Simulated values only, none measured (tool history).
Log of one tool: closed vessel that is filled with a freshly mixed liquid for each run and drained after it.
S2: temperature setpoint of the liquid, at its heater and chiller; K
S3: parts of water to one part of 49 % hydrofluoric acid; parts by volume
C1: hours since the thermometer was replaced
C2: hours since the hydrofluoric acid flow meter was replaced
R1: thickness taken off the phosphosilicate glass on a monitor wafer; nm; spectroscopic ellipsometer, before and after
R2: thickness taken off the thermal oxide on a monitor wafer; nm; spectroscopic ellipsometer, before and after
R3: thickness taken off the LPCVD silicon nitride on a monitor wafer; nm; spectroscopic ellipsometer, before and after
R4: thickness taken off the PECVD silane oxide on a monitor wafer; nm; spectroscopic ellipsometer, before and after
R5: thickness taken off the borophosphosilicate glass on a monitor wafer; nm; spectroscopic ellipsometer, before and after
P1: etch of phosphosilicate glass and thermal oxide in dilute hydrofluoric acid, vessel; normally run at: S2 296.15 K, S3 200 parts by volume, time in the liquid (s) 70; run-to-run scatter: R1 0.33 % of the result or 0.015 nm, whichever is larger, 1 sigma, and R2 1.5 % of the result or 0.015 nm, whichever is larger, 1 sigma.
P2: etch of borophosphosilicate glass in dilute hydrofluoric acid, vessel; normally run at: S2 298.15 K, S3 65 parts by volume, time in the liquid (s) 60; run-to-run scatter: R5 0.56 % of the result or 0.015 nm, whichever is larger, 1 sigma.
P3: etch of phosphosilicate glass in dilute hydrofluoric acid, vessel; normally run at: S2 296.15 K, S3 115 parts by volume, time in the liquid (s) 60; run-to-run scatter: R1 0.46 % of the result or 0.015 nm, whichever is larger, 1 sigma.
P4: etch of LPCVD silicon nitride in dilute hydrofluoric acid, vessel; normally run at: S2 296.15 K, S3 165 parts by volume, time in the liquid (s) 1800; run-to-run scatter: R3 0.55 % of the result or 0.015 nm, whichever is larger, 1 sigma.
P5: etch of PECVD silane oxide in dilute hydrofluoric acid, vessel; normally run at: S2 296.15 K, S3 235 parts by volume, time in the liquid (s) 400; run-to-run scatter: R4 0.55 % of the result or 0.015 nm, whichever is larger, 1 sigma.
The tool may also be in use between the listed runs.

{"run": 1, "hour": 5.4, "process that ran": "P1", "S2": 296.15, "S3": 200, "time in the liquid (s)": 70, "C1": 1707.5, "C2": 412.2, "R1": 36.351, "R2": 1.3966}
{"run": 2, "hour": 15.3, "process that ran": "P1", "S2": 301.15, "S3": 200, "time in the liquid (s)": 70, "C1": 1717.4, "C2": 422.1, "R1": 43.373, "R2": 1.7015}
{"run": 3, "hour": 21.1, "process that ran": "P1", "S2": 296.15, "S3": 200, "time in the liquid (s)": 135, "C1": 1723.2, "C2": 427.9, "R1": 69.726, "R2": 2.7545}
{"run": 4, "hour": 26.6, "process that ran": "P4", "S2": 296.15, "S3": 230, "time in the liquid (s)": 1800, "C1": 1728.7, "C2": 433.4, "R3": 3.6347}
{"run": 5, "hour": 36.3, "process that ran": "P3", "S2": 296.15, "S3": 115, "time in the liquid (s)": 35, "C1": 1738.4, "C2": 443.1, "R1": 30.752}
{"run": 6, "hour": 44.4, "process that ran": "P1", "S2": 296.15, "S3": 60, "time in the liquid (s)": 70, "C1": 1746.5, "C2": 451.2, "R1": 141.58, "R2": 5.6035}
{"run": 7, "hour": 50.4, "process that ran": "P3", "S2": 296.15, "S3": 195, "time in the liquid (s)": 60, "C1": 1752.5, "C2": 457.2, "R1": 28.347}
{"run": 8, "hour": 58.6, "process that ran": "P5", "S2": 296.15, "S3": 235, "time in the liquid (s)": 400, "C1": 1760.7, "C2": 465.4, "R4": 21.48}
{"run": 9, "hour": 67.2, "process that ran": "P3", "S2": 296.15, "S3": 115, "time in the liquid (s)": 60, "C1": 1769.3, "C2": 474, "R1": 52.593}
{"run": 10, "hour": 77.4, "process that ran": "P2", "S2": 298.15, "S3": 115, "time in the liquid (s)": 60, "C1": 1779.5, "C2": 484.2, "R5": 24.001}
{"run": 11, "hour": 85.9, "process that ran": "P5", "S2": 296.15, "S3": 370, "time in the liquid (s)": 400, "C1": 1788, "C2": 492.7, "R4": 12.092}
{"run": 12, "hour": 92.6, "process that ran": "P2", "S2": 298.15, "S3": 65, "time in the liquid (s)": 60, "C1": 1794.7, "C2": 499.4, "R5": 45.539}
{"run": 13, "hour": 97.8, "process that ran": "P5", "S2": 296.15, "S3": 235, "time in the liquid (s)": 75, "C1": 1799.9, "C2": 504.6, "R4": 4.0413}
{"run": 14, "hour": 106.8, "process that ran": "P1", "S2": 296.15, "S3": 200, "time in the liquid (s)": 30, "C1": 1808.9, "C2": 513.6, "R1": 15.429, "R2": 0.63841}
{"run": 15, "hour": 112.7, "process that ran": "P1", "S2": 296.15, "S3": 200, "time in the liquid (s)": 70, "C1": 1814.8, "C2": 519.5, "R1": 36.087, "R2": 1.4628}
{"run": 16, "hour": 121.0, "process that ran": "P1", "S2": 296.15, "S3": 200, "time in the liquid (s)": 70, "C1": 1823.1, "C2": 527.8, "R1": 36.198, "R2": 1.4692}
{"run": 17, "hour": 126.2, "process that ran": "P1", "S2": 296.15, "S3": 320, "time in the liquid (s)": 70, "C1": 1828.3, "C2": 533, "R1": 20.034, "R2": 0.83412}
{"run": 18, "hour": 131.4, "process that ran": "P4", "S2": 302.65, "S3": 165, "time in the liquid (s)": 1800, "C1": 1833.5, "C2": 538.2, "R3": 7.613}
{"run": 19, "hour": 140.9, "process that ran": "P3", "S2": 296.15, "S3": 115, "time in the liquid (s)": 60, "C1": 1843, "C2": 547.7, "R1": 52.608}
{"run": 20, "hour": 151.0, "process that ran": "P1", "S2": 296.15, "S3": 200, "time in the liquid (s)": 70, "C1": 1853.1, "C2": 557.8, "R1": 36.159, "R2": 1.4491}
{"run": 21, "hour": 158.4, "process that ran": "P2", "S2": 306.65, "S3": 65, "time in the liquid (s)": 60, "C1": 1860.5, "C2": 565.2, "R5": 63.417}
{"run": 22, "hour": 167.4, "process that ran": "P4", "S2": 296.15, "S3": 165, "time in the liquid (s)": 3295, "C1": 1869.5, "C2": 574.2, "R3": 9.3087}
{"run": 23, "hour": 172.8, "process that ran": "P4", "S2": 296.15, "S3": 165, "time in the liquid (s)": 1800, "C1": 1874.9, "C2": 579.6, "R3": 5.098}
{"run": 24, "hour": 180.1, "process that ran": "P3", "S2": 303.15, "S3": 115, "time in the liquid (s)": 60, "C1": 1882.2, "C2": 586.9, "R1": 69.402}
{"run": 25, "hour": 189.3, "process that ran": "P2", "S2": 298.15, "S3": 65, "time in the liquid (s)": 60, "C1": 1891.4, "C2": 596.1, "R5": 45.386}
{"run": 26, "hour": 197.8, "process that ran": "P1", "S2": 290.15, "S3": 200, "time in the liquid (s)": 70, "C1": 1899.9, "C2": 604.6, "R1": 28.668, "R2": 1.1822}
{"run": 27, "hour": 202.6, "process that ran": "P2", "S2": 298.15, "S3": 65, "time in the liquid (s)": 30, "C1": 1904.7, "C2": 609.4, "R5": 22.618}
{"run": 28, "hour": 209.6, "process that ran": "P1", "S2": 299.15, "S3": 80, "time in the liquid (s)": 70, "C1": 1911.7, "C2": 616.4, "R1": 117.1, "R2": 4.8284}
{"run": 29, "hour": 215.4, "process that ran": "P1", "S2": 296.15, "S3": 200, "time in the liquid (s)": 70, "C1": 1917.5, "C2": 622.2, "R1": 36.055, "R2": 1.4302}
{"run": 30, "hour": 220.6, "process that ran": "P5", "S2": 299.65, "S3": 235, "time in the liquid (s)": 400, "C1": 1922.7, "C2": 627.4, "R4": 24.306}
{"run": 31, "hour": 228.4, "process that ran": "P1", "S2": 296.15, "S3": 200, "time in the liquid (s)": 70, "C1": 1930.5, "C2": 635.2, "R1": 36.105, "R2": 1.5253}
{"run": 32, "hour": 237.0, "process that ran": "P1", "S2": 296.15, "S3": 200, "time in the liquid (s)": 70, "C1": 1939.1, "C2": 643.8, "R1": 37.407, "R2": 1.5052}
{"run": 33, "hour": 244.7, "process that ran": "P1", "S2": 296.15, "S3": 200, "time in the liquid (s)": 70, "C1": 1946.8, "C2": 651.5, "R1": 37.919, "R2": 1.4917}
{"run": 34, "hour": 254.7, "process that ran": "P1", "S2": 296.15, "S3": 200, "time in the liquid (s)": 70, "C1": 1956.8, "C2": 661.5, "R1": 38.281, "R2": 1.5411}
{"run": 35, "hour": 263.3, "process that ran": "P1", "S2": 296.15, "S3": 200, "time in the liquid (s)": 70, "C1": 1965.4, "C2": 670.1, "R1": 38.603, "R2": 1.5604}
{"run": 36, "hour": 270.9, "process that ran": "P1", "S2": 296.15, "S3": 200, "time in the liquid (s)": 70, "C1": 1973, "C2": 677.7, "R1": 38.754, "R2": 1.5379}
{"run": 37, "hour": 276.1, "process that ran": "P1", "S2": 296.15, "S3": 200, "time in the liquid (s)": 70, "C1": 1978.2, "C2": 682.9, "R1": 38.795, "R2": 1.5364}
{"run": 38, "hour": 283.9, "process that ran": "P1", "S2": 296.15, "S3": 200, "time in the liquid (s)": 70, "C1": 1986, "C2": 690.7, "R1": 38.73, "R2": 1.5585}
{"run": 39, "hour": 294.3, "process that ran": "P1", "S2": 296.15, "S3": 200, "time in the liquid (s)": 70, "C1": 1996.4, "C2": 701.1, "R1": 38.84, "R2": 1.5855}

What P1 gives has crept away from where it was. These 2 causes fit the log equally well, each at the size given:
A: hydrofluoric acid flow above the setpoint (%) = 6.09
B: liquid hotter than its thermometer reads (K) = 1.93
The creep began at about hour 228.4.

4 check runs are offered, one wafer each, their results left as question marks. Which one tells the causes apart?
{"run": "check 1", "hour": 304.7, "process that ran": "P5", "S2": 296.15, "S3": 235, "time in the liquid (s)": 400, "R4": "?"}
{"run": "check 2", "hour": 304.7, "process that ran": "P4", "S2": 296.15, "S3": 165, "time in the liquid (s)": 1800, "R3": "?"}
{"run": "check 3", "hour": 304.7, "process that ran": "P2", "S2": 298.15, "S3": 65, "time in the liquid (s)": 60, "R5": "?"}
{"run": "check 4", "hour": 304.7, "process that ran": "P3", "S2": 296.15, "S3": 115, "time in the liquid (s)": 60, "R1": "?"}

What each check would give under each cause:
check=check_1 result=R4 if_A=23.11 if_B=23.039
check=check_2 result=R3 if_A=5.4116 if_B=5.7782
check=check_3 result=R5 if_A=48.533 if_B=49.175
check=check_4 result=R1 if_A=56.433 if_B=56.93
How far apart the two closest causes lie, in the result that separates them most: check 1 0.31 %; check 2 6.55 %; check 3 1.32 %; check 4 0.88 %
Only check 2 tells the causes apart: in the others they would give nearly the same result.

Then check 2 was run and gave: R3 5.827 nm. Which cause is it?

It is B: liquid hotter than its thermometer reads (K).
